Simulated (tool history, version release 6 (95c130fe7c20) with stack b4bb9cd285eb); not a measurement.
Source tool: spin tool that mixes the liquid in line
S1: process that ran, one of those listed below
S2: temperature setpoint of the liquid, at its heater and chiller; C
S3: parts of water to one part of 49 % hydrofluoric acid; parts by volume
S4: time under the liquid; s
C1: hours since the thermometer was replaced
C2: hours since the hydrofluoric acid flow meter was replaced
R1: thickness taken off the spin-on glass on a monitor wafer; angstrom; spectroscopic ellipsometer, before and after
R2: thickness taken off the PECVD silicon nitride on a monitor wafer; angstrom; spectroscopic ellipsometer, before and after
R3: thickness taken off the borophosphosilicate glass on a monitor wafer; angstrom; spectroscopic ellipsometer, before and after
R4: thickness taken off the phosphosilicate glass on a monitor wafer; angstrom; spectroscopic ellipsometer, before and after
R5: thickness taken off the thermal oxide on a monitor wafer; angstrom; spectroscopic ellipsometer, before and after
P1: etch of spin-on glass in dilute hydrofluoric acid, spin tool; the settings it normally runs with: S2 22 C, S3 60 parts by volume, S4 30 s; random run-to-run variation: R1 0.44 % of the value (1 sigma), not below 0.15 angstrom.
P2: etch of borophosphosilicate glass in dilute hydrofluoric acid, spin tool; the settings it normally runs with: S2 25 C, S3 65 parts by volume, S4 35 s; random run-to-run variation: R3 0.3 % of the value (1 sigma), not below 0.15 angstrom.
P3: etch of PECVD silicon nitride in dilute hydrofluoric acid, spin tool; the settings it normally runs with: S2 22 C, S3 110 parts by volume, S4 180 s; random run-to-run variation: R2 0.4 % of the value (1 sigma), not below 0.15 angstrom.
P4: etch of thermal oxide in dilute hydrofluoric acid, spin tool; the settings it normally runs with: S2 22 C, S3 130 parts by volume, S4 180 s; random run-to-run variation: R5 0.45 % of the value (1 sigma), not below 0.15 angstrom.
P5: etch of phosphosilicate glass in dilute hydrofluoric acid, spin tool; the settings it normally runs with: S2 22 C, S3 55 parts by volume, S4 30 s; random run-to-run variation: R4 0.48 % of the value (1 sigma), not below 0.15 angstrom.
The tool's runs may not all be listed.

run,hour,S1,S2,S3,S4,C1,C2,R1,R2,R3,R4,R5
1,8.7,P1,22,60,30,683.3,259.7,222.38,,,,
2,20.8,P3,22,110,180,695.4,271.8,,82.078,,,
3,32.9,P1,22,60,30,707.5,283.9,221.05,,,,
4,44.9,P1,22,60,30,719.5,295.9,222.59,,,,
5,50.5,P1,22,30,15,725.1,301.5,230.4,,,,
6,62,P3,17,110,180,736.6,313,,57.851,,,
7,69.4,P2,25,65,35,744,320.4,,,149.26,,
8,80.8,P3,22,110,100,755.4,331.8,,45.672,,,
9,92.1,P1,18.5,60,50,766.7,343.1,319.15,,,,
10,102,P5,22,55,30,776.6,353,,,,1092.7,
11,110.6,P3,22,110,180,785.2,361.6,,81.13,,,
12,120.5,P5,22,20,30,795.1,371.5,,,,3144.9,
13,132.5,P2,18.5,65,35,807.1,383.5,,,113.28,,
14,139.4,P1,22,90,30,814,390.4,142.38,,,,
15,145.3,P4,22,130,180,819.9,396.3,,,,,53.758
16,157.4,P4,22,130,310,832,408.4,,,,,91.909
17,164.1,P2,25,65,20,838.7,415.1,,,85.094,,
18,173.1,P1,29.5,60,30,847.7,424.1,300.38,,,,
19,182.1,P3,22,40,180,856.7,433.1,,219.85,,,
20,190.1,P1,18,60,30,864.7,441.1,188.84,,,,
21,201.5,P5,22,55,60,876.1,452.5,,,,2186.6,
22,212.7,P1,22,60,15,887.3,463.7,111.11,,,,
23,223.8,P5,17,55,30,898.4,474.8,,,,889.14,
24,232.3,P1,22,35,30,906.9,483.3,390.35,,,,
25,238.4,P1,22,60,60,913,489.4,445.97,,,,
26,249.5,P4,26.5,130,180,924.1,500.5,,,,,63.134
27,256.9,P2,25,65,35,931.5,507.9,,,149.19,,
28,269,P4,22,70,180,943.6,520,,,,,105.97
29,279.7,P5,22,55,30,954.3,530.7,,,,1086.4,
30,287.9,P2,25,20,35,962.5,538.9,,,515.01,,
31,293.3,P1,22,60,30,967.9,544.3,221.22,,,,
32,302.5,P1,22,60,30,977.1,553.5,222.18,,,,
33,311.4,P1,22,60,30,986,562.4,215.37,,,,
34,320.9,P1,22,60,30,995.5,571.9,212.53,,,,
35,329.2,P1,22,60,30,1003.8,580.2,209.02,,,,
36,336.3,P1,22,60,30,1010.9,587.3,207.62,,,,
37,344.2,P1,22,60,30,1018.8,595.2,205.03,,,,
38,352.4,P1,22,60,30,1027,603.4,207.38,,,,
39,361.7,P1,22,60,30,1036.3,612.7,204.09,,,,
40,369.8,P1,22,60,30,1044.4,620.8,204.82,,,,
41,378.1,P1,22,60,30,1052.7,629.1,204.84,,,,
42,386.3,P1,22,60,30,1060.9,637.3,205.24,,,,
43,392.3,P1,22,60,30,1066.9,643.3,204.91,,,,

Something has made what P1 gives creep away from where it was; the 2 causes below, each at its own stated size, fit the log equally well:
A: liquid colder than its thermometer reads (K) = 1.93
B: hydrofluoric acid flow below the setpoint (%) = 7.21
The creep began at about hour 302.5.

The check runs listed below each take one wafer, and their results are still question marks. Under which run would the listed causes lead to clearly different results?
check 1,398.3,P5,22,55,30,,,,,,?,
check 2,398.3,P2,25,65,35,,,,,?,,
check 3,398.3,P4,22,130,180,,,,,,,?
check 4,398.3,P3,22,110,180,,,,?,,,

Predicted outcomes, by check and by cause:
check,result,if A,if B
check 1,R4,1009.8,1010.7
check 2,R3,137.54,137.13
check 3,R5,49.136,48.693
check 4,R2,71.666,75.816
Per check, the gap between the least separated pair of causes, taken in the result that splits them most: check 1 0.09 %; check 2 0.3 %; check 3 0.91 %; check 4 5.63 %
The causes can be told apart only by check 4. The other checks would give nearly the same results under each of them.

Then check 4 was run and gave: R2 71.445 angstrom. Which cause is it?

It was cause A: liquid colder than its thermometer reads (K).

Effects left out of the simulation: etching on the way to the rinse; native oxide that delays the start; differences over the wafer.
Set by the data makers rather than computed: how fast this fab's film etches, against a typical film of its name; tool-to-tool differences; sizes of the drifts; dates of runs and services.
